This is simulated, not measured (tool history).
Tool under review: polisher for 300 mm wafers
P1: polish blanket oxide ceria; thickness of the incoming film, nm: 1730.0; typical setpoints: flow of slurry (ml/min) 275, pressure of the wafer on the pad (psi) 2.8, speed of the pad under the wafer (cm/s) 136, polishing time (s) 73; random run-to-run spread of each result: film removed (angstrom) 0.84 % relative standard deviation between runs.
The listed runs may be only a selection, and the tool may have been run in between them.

| run | hour | flow of slurry (ml/min) | pressure of the wafer on the pad (psi) | speed of the pad under the wafer (cm/s) | polishing time (s) | film removed (angstrom) |
|---|---|---|---|---|---|---|
| 1 | 8.5 | 275 | 2.8 | 136 | 73 | 4516.6 |
| 2 | 13.1 | 275 | 1.8 | 136 | 73 | 2837.2 |
|  | 16.3 | worn pad replaced by a new one |
| 3 | 21 | 275 | 2.8 | 136 | 73 | 4482.2 |
| 4 | 26.3 | 435 | 2.8 | 136 | 73 | 4612.2 |
| 5 | 30.5 | 275 | 2.8 | 136 | 114 | 7002.9 |
| 6 | 39 | 275 | 2.8 | 210 | 73 | 6898.6 |
| 7 | 47.1 | 275 | 4.3 | 136 | 73 | 6774.4 |
| 8 | 53.5 | 275 | 2.8 | 78 | 73 | 2602.5 |
|  | 61.8 | head pressure recalibrated |
| 9 | 62.3 | 275 | 2.8 | 136 | 73 | 4445.4 |
| 10 | 69.2 | 275 | 2.8 | 136 | 73 | 4441.6 |
| 11 | 77.1 | 275 | 2.8 | 136 | 73 | 4434.7 |
| 12 | 86.7 | 165 | 2.8 | 136 | 73 | 4198.4 |
|  | 90.9 | slurry nozzle cleaned |
| 13 | 94.3 | 275 | 2.8 | 136 | 33 | 2021 |
| 14 | 100.5 | 165 | 2.8 | 178 | 73 | 5500.2 |
| 15 | 106.2 | 275 | 2.8 | 136 | 73 | 4415.8 |
| 16 | 111.9 | 275 | 2.8 | 136 | 73 | 4305.5 |
| 17 | 116.3 | 275 | 2.8 | 136 | 73 | 4265 |
| 18 | 123.1 | 275 | 2.8 | 136 | 73 | 4275 |
| 19 | 132.3 | 275 | 2.8 | 136 | 73 | 4185.7 |
|  | 133.5 | worn pad replaced by a new one |
| 20 | 139.9 | 275 | 2.8 | 136 | 73 | 4182.5 |
| 21 | 149.5 | 275 | 2.8 | 136 | 73 | 4205.1 |

Compared with where it was, what P1 gives has crept away. Each cause listed below fits the log as well as the rest, at the size given for it:
A: slurry flow missing at the pad, % = 37.3
B: head's pressure below its setpoint, % = 5.58
The gradual shift began around hour 106.2.
Every other cause this tool's parts could produce, and why it does not fit the log:
removal rate lost through wear of the pad, %: serviced at hour 133.5, which brought nothing back

4 check runs are offered, each on 3 wafers whose results are averaged, their results left as question marks. Which one tells the causes apart?
| check 1 | 159.1 | 275 | 4 | 136 | 73 | ? |
| check 2 | 159.1 | 275 | 2.8 | 192 | 49 | ? |
| check 3 | 159.1 | 165 | 2.8 | 136 | 42 | ? |
| check 4 | 159.1 | 275 | 2.2 | 172 | 73 | ? |

Expected result of each check under each candidate cause:
| check | result | if A | if B |
|---|---|---|---|
| check 1 | film removed (angstrom) | 6016.7 | 6016.5 |
| check 2 | film removed (angstrom) | 3991.1 | 3991 |
| check 3 | film removed (angstrom) | 2194.8 | 2272.4 |
| check 4 | film removed (angstrom) | 4185.2 | 4185 |
Separation of the two closest causes in each check, using whichever result separates them best: check 1 0 %; check 2 0 %; check 3 3.47 %; check 4 0 %
The other checks would show nearly matching results whichever cause is true, so check 3 is the only one that separates the causes.

The results of check 3 are: film removed (angstrom) 2280. Based on these, which of the listed causes is it?

The correct cause is B, namely: head's pressure below its setpoint, %.
